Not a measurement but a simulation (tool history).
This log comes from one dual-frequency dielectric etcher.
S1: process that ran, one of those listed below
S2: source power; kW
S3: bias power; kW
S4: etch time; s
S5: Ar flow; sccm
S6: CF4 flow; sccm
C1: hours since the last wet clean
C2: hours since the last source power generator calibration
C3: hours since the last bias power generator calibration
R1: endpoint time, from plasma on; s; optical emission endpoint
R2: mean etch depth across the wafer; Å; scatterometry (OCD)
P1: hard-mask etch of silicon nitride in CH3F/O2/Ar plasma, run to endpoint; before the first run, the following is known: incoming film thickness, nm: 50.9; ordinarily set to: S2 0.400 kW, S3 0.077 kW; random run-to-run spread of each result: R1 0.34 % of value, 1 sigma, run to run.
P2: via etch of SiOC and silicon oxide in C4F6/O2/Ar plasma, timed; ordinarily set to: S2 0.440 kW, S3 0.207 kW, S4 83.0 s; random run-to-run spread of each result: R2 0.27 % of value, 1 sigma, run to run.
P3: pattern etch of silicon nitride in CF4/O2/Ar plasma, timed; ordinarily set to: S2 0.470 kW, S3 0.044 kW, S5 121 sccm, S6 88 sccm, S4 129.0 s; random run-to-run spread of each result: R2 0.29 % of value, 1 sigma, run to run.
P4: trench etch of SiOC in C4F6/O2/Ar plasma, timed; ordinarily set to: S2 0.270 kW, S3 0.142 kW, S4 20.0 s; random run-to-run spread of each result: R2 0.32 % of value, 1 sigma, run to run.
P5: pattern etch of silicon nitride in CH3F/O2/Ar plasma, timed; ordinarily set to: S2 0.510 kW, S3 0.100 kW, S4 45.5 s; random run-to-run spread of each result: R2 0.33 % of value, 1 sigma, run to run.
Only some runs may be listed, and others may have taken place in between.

run   hour  S1     S2     S3     S4   S5   S6     C1      C2      C3      R1       R2
  1    9.7  P1  0.400  0.077                   270.7  2198.1  1236.0  70.552
  2   17.8  P4  0.270  0.142   11.0            278.8  2206.2  1244.1           181.73
  3   30.0  P5  0.400  0.100   45.5            291.0  2218.4  1256.3           362.17
  4   40.6  P1  0.400  0.077                   301.6  2229.0  1266.9  71.057
  5   49.3  P5  0.510  0.077   45.5            310.3  2237.7  1275.6           362.14
  6   56.9  P4  0.270  0.188   20.0            317.9  2245.3  1283.2           363.01
  7   64.6  P2  0.440  0.293   83.0            325.6  2253.0  1290.9          1131.10
  8   72.6  P3  0.640  0.044  129.0  121   88  333.6  2261.0  1298.9          2837.60
  9   82.6  P2  0.440  0.207  118.0            343.6  2271.0  1308.9          1426.30
 10   95.3  P1  0.400  0.077                   356.3  2283.7  1321.6  70.818
 11  102.7  P2  0.440  0.207   83.0            363.7  2291.1  1329.0          1004.10
 12  110.6  P1  0.400  0.106                   371.6  2299.0  1336.9  62.714
 13  120.3  P4  0.270  0.142   20.0            381.3  2308.7  1346.6           329.90
 14  130.1  P1  0.300  0.105                   391.1  2318.5  1356.4  70.719
 15  138.4  P4  0.200  0.142   20.0            399.4  2326.8  1364.7           293.39
 16  149.8  P1  0.400  0.077                   410.8  2338.2  1376.1  70.564
 17  162.5  P3  0.470  0.044  129.0   90   88  423.5  2350.9  1388.8          2249.20
 18  170.1  P1  0.400  0.077                   431.1  2358.5  1396.4  71.024
 19  182.2  P5  0.510  0.100   25.5            443.2  2370.6  1408.5           222.69
 20  187.8  P3  0.470  0.061  129.0  121   88  448.8  2376.2  1414.1          2443.80
 21  197.6  P1  0.400  0.077                   458.6  2386.0  1423.9  71.090
 22  210.2  P1  0.400  0.077                   471.2  2398.6  1436.5  70.789
 23  218.7  P3  0.470  0.044  129.0  121  121  479.7  2407.1  1445.0          2263.10
 24  227.4  P1  0.300  0.077                   488.4  2415.8  1453.7  79.607
 25  237.3  P3  0.470  0.044   95.5  121   88  498.3  2425.7  1463.6          1596.70

Run 26 has not been measured yet. What should we expect?
 26  248.7  P3  0.470  0.044  129.0  121  88  509.7  2437.1  1475.0       ?

{"run 26": {"R2": 2154.6}}
